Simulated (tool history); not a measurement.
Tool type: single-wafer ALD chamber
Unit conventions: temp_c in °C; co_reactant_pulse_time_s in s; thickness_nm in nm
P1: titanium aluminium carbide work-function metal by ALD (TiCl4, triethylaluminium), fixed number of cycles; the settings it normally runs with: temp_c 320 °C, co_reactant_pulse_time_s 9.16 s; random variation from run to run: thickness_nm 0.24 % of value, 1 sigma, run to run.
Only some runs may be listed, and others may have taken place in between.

| run | day | temp_c | co_reactant_pulse_time_s | thickness_nm |
|---|---|---|---|---|
| 1 | 0.346 | 320 | 9.16 | 2.1427 |
| 2 | 0.750 | 320 | 3.23 | 1.5135 |
| 3 | 1.046 | 344 | 9.16 | 2.3523 |
| 4 | 1.308 | 320 | 9.16 | 2.1408 |
| 5 | 1.792 | 296 | 9.16 | 1.9381 |
| 6 | 2.008 | 320 | 9.16 | 2.1556 |
| 7 | 2.492 | 343 | 13.45 | 2.4283 |
| 8 | 2.746 | 331 | 14.96 | 2.3262 |
| 9 | 2.988 | 309 | 6.77 | 1.9374 |
| 10 | 3.475 | 320 | 9.16 | 2.1396 |
| 11 | 3.825 | 320 | 12.17 | 2.2005 |
| 12 | 4.117 | 320 | 9.16 | 2.1471 |
| 13 | 4.571 | 320 | 9.16 | 2.1509 |
| 14 | 4.862 | 320 | 9.16 | 2.1441 |
| 15 | 5.321 | 320 | 9.16 | 2.1311 |
| 16 | 5.783 | 320 | 9.16 | 2.1249 |
| 17 | 6.188 | 320 | 9.16 | 2.1212 |
| 18 | 6.421 | 320 | 9.16 | 2.1150 |
| 19 | 6.854 | 320 | 9.16 | 2.1129 |

Forecast run 20:
| 20 | 7.325 | 320 | 9.16 | ? |

{"run 20": {"thickness_nm": 2.1017}}
